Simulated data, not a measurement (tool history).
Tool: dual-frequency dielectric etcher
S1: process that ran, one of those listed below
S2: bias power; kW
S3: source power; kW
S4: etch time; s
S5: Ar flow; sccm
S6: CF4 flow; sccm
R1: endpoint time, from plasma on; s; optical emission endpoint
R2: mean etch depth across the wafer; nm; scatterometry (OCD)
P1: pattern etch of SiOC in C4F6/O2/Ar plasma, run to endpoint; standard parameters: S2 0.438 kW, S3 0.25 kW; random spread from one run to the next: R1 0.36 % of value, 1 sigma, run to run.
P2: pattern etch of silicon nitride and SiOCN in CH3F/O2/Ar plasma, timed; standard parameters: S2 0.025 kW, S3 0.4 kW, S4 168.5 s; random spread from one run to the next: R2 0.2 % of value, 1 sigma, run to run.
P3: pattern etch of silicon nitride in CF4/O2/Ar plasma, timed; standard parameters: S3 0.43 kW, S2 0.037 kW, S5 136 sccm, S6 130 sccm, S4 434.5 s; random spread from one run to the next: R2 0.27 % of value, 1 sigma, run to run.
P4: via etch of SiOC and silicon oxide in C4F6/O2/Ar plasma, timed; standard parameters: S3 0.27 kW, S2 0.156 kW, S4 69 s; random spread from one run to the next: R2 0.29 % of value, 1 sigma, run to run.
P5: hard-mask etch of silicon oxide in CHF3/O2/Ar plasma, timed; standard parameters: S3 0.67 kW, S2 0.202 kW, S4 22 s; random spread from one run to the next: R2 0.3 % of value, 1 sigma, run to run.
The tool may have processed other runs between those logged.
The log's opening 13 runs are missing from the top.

{"run": 14, "hour": 75.5, "S1": "P3", "S2": 0.037, "S3": 0.43, "S4": 628.5, "S5": 136, "S6": 130, "R2": 913.06}
{"run": 15, "hour": 82.0, "S1": "P3", "S2": 0.037, "S3": 0.43, "S4": 434.5, "S5": 136, "S6": 183, "R2": 660.97}
{"run": 16, "hour": 88.0, "S1": "P2", "S2": 0.018, "S3": 0.4, "S4": 168.5, "R2": 20.781}
{"run": 17, "hour": 95.0, "S1": "P1", "S2": 0.438, "S3": 0.25, "R1": 14.831}
{"run": 18, "hour": 102.0, "S1": "P3", "S2": 0.037, "S3": 0.35, "S4": 434.5, "S5": 136, "S6": 130, "R2": 526.62}
{"run": 19, "hour": 105.2, "S1": "P1", "S2": 0.526, "S3": 0.25, "R1": 13.831}
{"run": 20, "hour": 112.1, "S1": "P1", "S2": 0.566, "S3": 0.29, "R1": 12.767}
{"run": 21, "hour": 117.7, "S1": "P4", "S2": 0.156, "S3": 0.17, "S4": 69, "R2": 51.914}
{"run": 22, "hour": 123.1, "S1": "P5", "S2": 0.202, "S3": 0.87, "S4": 22, "R2": 52.69}
{"run": 23, "hour": 127.7, "S1": "P3", "S2": 0.023, "S3": 0.43, "S4": 434.5, "S5": 136, "S6": 130, "R2": 538.95}
{"run": 24, "hour": 132.8, "S1": "P1", "S2": 0.438, "S3": 0.25, "R1": 14.902}
{"run": 25, "hour": 137.2, "S1": "P5", "S2": 0.202, "S3": 0.67, "S4": 32, "R2": 69.232}
{"run": 26, "hour": 143.3, "S1": "P1", "S2": 0.438, "S3": 0.33, "R1": 13.408}

What will run 27 give?
{"run": 27, "hour": 148.4, "S1": "P3", "S2": 0.037, "S3": 0.43, "S4": 434.5, "S5": 136, "S6": 130, "R2": "?"}

R2: 632.34 nm
